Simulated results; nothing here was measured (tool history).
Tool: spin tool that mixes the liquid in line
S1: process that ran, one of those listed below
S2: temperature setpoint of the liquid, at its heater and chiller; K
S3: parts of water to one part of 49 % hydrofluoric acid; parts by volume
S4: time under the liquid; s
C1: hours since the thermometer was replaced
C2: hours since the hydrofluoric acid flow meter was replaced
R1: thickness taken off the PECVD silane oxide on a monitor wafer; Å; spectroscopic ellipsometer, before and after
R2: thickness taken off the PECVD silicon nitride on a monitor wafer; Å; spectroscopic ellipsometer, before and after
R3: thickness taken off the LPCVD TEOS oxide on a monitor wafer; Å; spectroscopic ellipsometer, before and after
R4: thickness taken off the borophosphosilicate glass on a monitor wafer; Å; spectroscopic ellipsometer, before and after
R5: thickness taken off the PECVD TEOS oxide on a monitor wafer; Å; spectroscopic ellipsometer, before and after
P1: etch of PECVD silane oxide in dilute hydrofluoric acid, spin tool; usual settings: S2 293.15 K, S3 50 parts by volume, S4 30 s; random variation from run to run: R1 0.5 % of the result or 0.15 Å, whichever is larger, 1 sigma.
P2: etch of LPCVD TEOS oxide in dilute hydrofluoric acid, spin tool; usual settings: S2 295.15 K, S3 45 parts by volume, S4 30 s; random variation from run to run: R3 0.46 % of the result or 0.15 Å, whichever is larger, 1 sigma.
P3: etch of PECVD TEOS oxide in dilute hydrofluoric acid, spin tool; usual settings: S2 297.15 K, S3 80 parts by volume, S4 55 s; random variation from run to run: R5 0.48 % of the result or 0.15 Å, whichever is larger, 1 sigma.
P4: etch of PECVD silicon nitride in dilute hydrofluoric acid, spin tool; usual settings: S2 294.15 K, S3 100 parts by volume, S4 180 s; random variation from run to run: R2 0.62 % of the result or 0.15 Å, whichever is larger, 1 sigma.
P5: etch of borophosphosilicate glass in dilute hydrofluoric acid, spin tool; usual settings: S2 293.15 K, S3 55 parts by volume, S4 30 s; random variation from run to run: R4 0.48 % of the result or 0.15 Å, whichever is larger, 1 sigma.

{"run": 1, "hour": 10.0, "S1": "P1", "S2": 293.15, "S3": 50, "S4": 30, "C1": 1321.2, "C2": 1641.6, "R1": 95.307}
{"run": 2, "hour": 25.3, "S1": "P4", "S2": 294.15, "S3": 100, "S4": 180, "C1": 1336.5, "C2": 1656.9, "R2": 33.438}
{"run": 3, "hour": 36.9, "S1": "P1", "S2": 293.15, "S3": 25, "S4": 30, "C1": 1348.1, "C2": 1668.5, "R1": 194.17}
{"run": 4, "hour": 47.7, "S1": "P2", "S2": 295.15, "S3": 25, "S4": 30, "C1": 1358.9, "C2": 1679.3, "R3": 395.86}
{"run": 5, "hour": 63.7, "S1": "P5", "S2": 301.15, "S3": 55, "S4": 30, "C1": 1374.9, "C2": 1695.3, "R4": 219.84}
{"run": 6, "hour": 72.2, "S1": "P1", "S2": 299.15, "S3": 50, "S4": 30, "C1": 1383.4, "C2": 1703.8, "R1": 121.99}
{"run": 7, "hour": 81.0, "S1": "P2", "S2": 295.15, "S3": 45, "S4": 30, "C1": 1392.2, "C2": 1712.6, "R3": 212.26}
{"run": 8, "hour": 91.1, "S1": "P1", "S2": 293.15, "S3": 50, "S4": 30, "C1": 1402.3, "C2": 1722.7, "R1": 94.834}
{"run": 9, "hour": 103.0, "S1": "P1", "S2": 293.15, "S3": 50, "S4": 55, "C1": 1414.2, "C2": 1734.6, "R1": 174.41}
{"run": 10, "hour": 115.8, "S1": "P1", "S2": 293.15, "S3": 50, "S4": 15, "C1": 1427.0, "C2": 1747.4, "R1": 47.633}
{"run": 11, "hour": 127.3, "S1": "P5", "S2": 293.15, "S3": 55, "S4": 30, "C1": 1438.5, "C2": 1758.9, "R4": 161.13}
{"run": 12, "hour": 143.0, "S1": "P1", "S2": 293.15, "S3": 20, "S4": 60, "C1": 1454.2, "C2": 1774.6, "R1": 491.0}
{"run": 13, "hour": 158.6, "S1": "P5", "S2": 293.15, "S3": 55, "S4": 50, "C1": 1469.8, "C2": 1790.2, "R4": 264.59}
{"run": 14, "hour": 170.7, "S1": "P4", "S2": 294.15, "S3": 100, "S4": 350, "C1": 1481.9, "C2": 1802.3, "R2": 65.271}
{"run": 15, "hour": 184.8, "S1": "P3", "S2": 302.65, "S3": 80, "S4": 55, "C1": 1496.0, "C2": 1816.4, "R5": 141.92}
{"run": 16, "hour": 197.1, "S1": "P1", "S2": 293.15, "S3": 50, "S4": 30, "C1": 1508.3, "C2": 1828.7, "R1": 94.527}
{"run": 17, "hour": 211.2, "S1": "P4", "S2": 294.15, "S3": 145, "S4": 180, "C1": 1522.4, "C2": 1842.8, "R2": 23.029}
{"run": 18, "hour": 220.4, "S1": "P1", "S2": 290.15, "S3": 50, "S4": 30, "C1": 1531.6, "C2": 1852.0, "R1": 84.12}
{"run": 19, "hour": 235.3, "S1": "P3", "S2": 297.15, "S3": 80, "S4": 55, "C1": 1546.5, "C2": 1866.9, "R5": 115.57}
{"run": 20, "hour": 245.0, "S1": "P1", "S2": 293.15, "S3": 50, "S4": 30, "C1": 1556.2, "C2": 1876.6, "R1": 95.519}
{"run": 21, "hour": 260.8, "S1": "P3", "S2": 297.15, "S3": 80, "S4": 15, "C1": 1572.0, "C2": 1892.4, "R5": 31.097}
{"run": 22, "hour": 274.9, "S1": "P2", "S2": 301.15, "S3": 45, "S4": 30, "C1": 1586.1, "C2": 1906.5, "R3": 271.52}
{"run": 23, "hour": 289.2, "S1": "P1", "S2": 293.15, "S3": 25, "S4": 15, "C1": 1600.4, "C2": 1920.8, "R1": 98.383}
{"run": 24, "hour": 303.2, "S1": "P2", "S2": 295.15, "S3": 45, "S4": 15, "C1": 1614.4, "C2": 1934.8, "R3": 105.38}
{"run": 25, "hour": 319.1, "S1": "P1", "S2": 293.15, "S3": 85, "S4": 30, "C1": 1630.3, "C2": 1950.7, "R1": 53.646}
{"run": 26, "hour": 329.9, "S1": "P3", "S2": 297.15, "S3": 20, "S4": 55, "C1": 1641.1, "C2": 1961.5, "R5": 504.31}
{"run": 27, "hour": 338.3, "S1": "P4", "S2": 301.65, "S3": 100, "S4": 180, "C1": 1649.5, "C2": 1969.9, "R2": 54.242}
{"run": 28, "hour": 351.8, "S1": "P5", "S2": 293.15, "S3": 20, "S4": 30, "C1": 1663.0, "C2": 1983.4, "R4": 450.79}
{"run": 29, "hour": 369.2, "S1": "P1", "S2": 293.15, "S3": 50, "S4": 30, "C1": 1680.4, "C2": 2000.8, "R1": 94.982}
{"run": 30, "hour": 382.8, "S1": "P1", "S2": 293.15, "S3": 50, "S4": 30, "C1": 1694.0, "C2": 2014.4, "R1": 98.822}
{"run": 31, "hour": 392.9, "S1": "P1", "S2": 293.15, "S3": 50, "S4": 30, "C1": 1704.1, "C2": 2024.5, "R1": 101.57}
{"run": 32, "hour": 405.9, "S1": "P1", "S2": 293.15, "S3": 50, "S4": 30, "C1": 1717.1, "C2": 2037.5, "R1": 101.92}
{"run": 33, "hour": 416.4, "S1": "P1", "S2": 293.15, "S3": 50, "S4": 30, "C1": 1727.6, "C2": 2048.0, "R1": 102.23}
{"run": 34, "hour": 425.4, "S1": "P1", "S2": 293.15, "S3": 50, "S4": 30, "C1": 1736.6, "C2": 2057.0, "R1": 103.01}
{"run": 35, "hour": 435.2, "S1": "P1", "S2": 293.15, "S3": 50, "S4": 30, "C1": 1746.4, "C2": 2066.8, "R1": 102.13}
{"run": 36, "hour": 444.5, "S1": "P1", "S2": 293.15, "S3": 50, "S4": 30, "C1": 1755.7, "C2": 2076.1, "R1": 102.27}
{"run": 37, "hour": 453.7, "S1": "P1", "S2": 293.15, "S3": 50, "S4": 30, "C1": 1764.9, "C2": 2085.3, "R1": 103.78}

What P1 gives has crept away from where it was. These 2 causes fit the log equally well, each at the size given:
A: hydrofluoric acid flow above the setpoint (%) = 8.26
B: liquid hotter than its thermometer reads (K) = 2
The creep began at about hour 369.2.

4 check runs are offered, each on 2 wafers whose results are averaged, their results left as question marks. Which one tells the causes apart?
{"run": "check 1", "hour": 462.9, "S1": "P2", "S2": 299.15, "S3": 45, "S4": 30, "R3": "?"}
{"run": "check 2", "hour": 462.9, "S1": "P4", "S2": 301.15, "S3": 130, "S4": 180, "R2": "?"}
{"run": "check 3", "hour": 462.9, "S1": "P5", "S2": 298.65, "S3": 55, "S4": 30, "R4": "?"}
{"run": "check 4", "hour": 462.9, "S1": "P3", "S2": 302.65, "S3": 30, "S4": 55, "R5": "?"}

What each check would give under each cause:
check=check_1 result=R3 if_A=271.71 if_B=270.80
check=check_2 result=R2 if_A=44.092 if_B=46.124
check=check_3 result=R4 if_A=217.83 if_B=216.78
check=check_4 result=R5 if_A=446.980 if_B=445.540
How far apart the two closest causes lie, in the result that separates them most: check 1 0.34 %; check 2 4.51 %; check 3 0.48 %; check 4 0.32 %
Check 2 tells the causes apart: in the others they would give nearly the same result.

Check 2 was then run and gave: R2 44.127 Å. Which cause is it?

It is A: hydrofluoric acid flow above the setpoint (%).
